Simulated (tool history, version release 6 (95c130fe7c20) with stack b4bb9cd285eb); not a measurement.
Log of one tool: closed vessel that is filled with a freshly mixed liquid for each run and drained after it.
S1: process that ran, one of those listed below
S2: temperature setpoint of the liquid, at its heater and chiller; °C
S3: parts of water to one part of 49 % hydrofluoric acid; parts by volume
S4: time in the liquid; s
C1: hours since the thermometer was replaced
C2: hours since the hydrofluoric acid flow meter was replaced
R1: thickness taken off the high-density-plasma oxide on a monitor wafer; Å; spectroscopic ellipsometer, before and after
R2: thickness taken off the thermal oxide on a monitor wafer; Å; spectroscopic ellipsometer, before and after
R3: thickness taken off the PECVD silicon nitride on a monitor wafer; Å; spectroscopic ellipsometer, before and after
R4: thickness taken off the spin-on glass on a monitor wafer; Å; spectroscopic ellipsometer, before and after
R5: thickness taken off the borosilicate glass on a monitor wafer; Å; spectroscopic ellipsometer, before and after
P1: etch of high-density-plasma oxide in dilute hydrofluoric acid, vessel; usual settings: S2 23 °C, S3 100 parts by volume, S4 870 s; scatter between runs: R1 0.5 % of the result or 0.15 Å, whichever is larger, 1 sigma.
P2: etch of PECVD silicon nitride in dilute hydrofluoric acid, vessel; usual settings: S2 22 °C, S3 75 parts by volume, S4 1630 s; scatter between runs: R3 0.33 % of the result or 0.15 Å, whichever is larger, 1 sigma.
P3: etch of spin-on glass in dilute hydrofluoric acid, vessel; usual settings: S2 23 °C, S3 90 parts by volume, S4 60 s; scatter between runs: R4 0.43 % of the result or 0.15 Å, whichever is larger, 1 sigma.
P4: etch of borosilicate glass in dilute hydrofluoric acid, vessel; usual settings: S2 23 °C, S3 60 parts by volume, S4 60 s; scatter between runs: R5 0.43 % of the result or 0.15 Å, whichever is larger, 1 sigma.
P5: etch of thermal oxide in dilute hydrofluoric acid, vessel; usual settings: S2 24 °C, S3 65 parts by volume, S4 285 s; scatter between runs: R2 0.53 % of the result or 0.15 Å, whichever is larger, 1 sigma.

run   hour  S1    S2   S3    S4      C1      C2      R1      R2      R3      R4      R5
  1    7.9  P1    23  100   870  1789.6  1572.4  557.65
  2   16.3  P5    24   65   285    1798  1580.8          211.39
  3   23.7  P2    22   75  1630  1805.4  1588.2                  584.53
  4   29.8  P1    29  140   870  1811.5  1594.3  480.14
  5   36.3  P2    22  140  1630    1818  1600.8                   315.5
  6   42.2  P1    23  145   870  1823.9  1606.7  366.46
  7   51.2  P3    23   90   100  1832.9  1615.7                          447.51
  8   59.3  P1    23  100   870    1841  1623.8  559.76
  9   70.7  P1    23   50   240  1852.4  1635.2  329.01
 10   76.9  P1    23  100   870  1858.6  1641.4  553.76
 11     86  P4    23   60    30  1867.7  1650.5                                  165.83
 12   95.3  P2    17   75  1630    1877  1659.8                  416.69
 13  100.6  P1  28.5  100   870  1882.3  1665.1  690.58
 14  106.2  P1    23  100   305  1887.9  1670.7   197.1
 15  113.9  P1    23  100  1495  1895.6  1678.4  966.76
 16  121.2  P5    17   65   285  1902.9  1685.7          160.59
 17  128.9  P3    18   90    60  1910.6  1693.4                          219.33
 18  137.3  P1    23  100   870    1919  1701.8  557.47
 19  146.6  P4    23   25    60  1928.3  1711.1                                   837.4
 20  155.3  P4  30.5   60    60    1937  1719.8                                  451.56
 21  162.8  P5    24   95   285  1944.5  1727.3          141.44
 22  171.1  P2    22   75   620  1952.8  1735.6                  223.03
 23  180.1  P5    24   65   550  1961.8  1744.6          411.53
 24  188.4  P3    23   90    60  1970.1  1752.9                          267.95
 25  193.9  P1  27.5  140   870  1975.6  1758.4  451.42
 26  201.3  P3    23   35    60    1983  1765.8                          749.35
 27  208.8  P1    23   25   870  1990.5  1773.3  2489.1
 28    220  P4    23   60    60  2001.7  1784.5                                  334.34
 29    229  P1    23  100   870  2010.7  1793.5  557.03
 30  235.2  P4    23   60    60  2016.9  1799.7                                  331.99
 31  241.9  P1    23  100   870  2023.6  1806.4  558.09
 32    247  P1    17  100   870  2028.7  1811.5  435.31
 33  252.2  P1    23  100   870  2033.9  1816.7  556.36
 34  260.8  P1    23  100   870  2042.5  1825.3  541.04
 35  271.5  P1    23  100   870  2053.2    1836  526.69
 36  279.9  P1    23  100   870  2061.6  1844.4  526.77
 37  290.7  P1    23  100   870  2072.4  1855.2  522.33
 38  296.2  P1    23  100   870  2077.9  1860.7  517.03
 39  303.2  P1    23  100   870  2084.9  1867.7  517.57
 40  308.2  P1    23  100   870  2089.9  1872.7  514.76
 41  314.3  P1    23  100   870    2096  1878.8  513.62

What P1 gives has crept off from where it sat before. The 2 causes that follow fit the log equally well, each at the size noted:
A: hydrofluoric acid flow below the setpoint (%) = 7.26
B: liquid colder than its thermometer reads (K) = 2.1
The drift started at roughly hour 252.2.

Question marks stand in for the results of the 4 check runs listed below, each run on one wafer. Under which run would the listed causes show clearly different results?
check 1  320.4  P2  22  75  1630                   ?
check 2  320.4  P4  23  60    60                           ?
check 3  320.4  P3  23  90    60                       ?
check 4  320.4  P5  24  65   285               ?

Predicted outcomes, by check and by cause:
  check  result    if A    if B
check 1      R3  543.67  507.19
check 2      R5  307.17   305.4
check 3      R4  247.68  247.34
check 4      R2  196.68  195.86
Minimum pairwise separation of causes per check, each pair taken at its best-separating result: check 1 6.95 %; check 2 0.58 %; check 3 0.14 %; check 4 0.42 %
Of the check runs offered, only check 1 discriminates between the causes; the rest would read about the same regardless of which cause applies.

After running check 1, the following was obtained: R3 505.58 Å. Which cause does this point to?

The correct cause is B, namely: liquid colder than its thermometer reads (K).
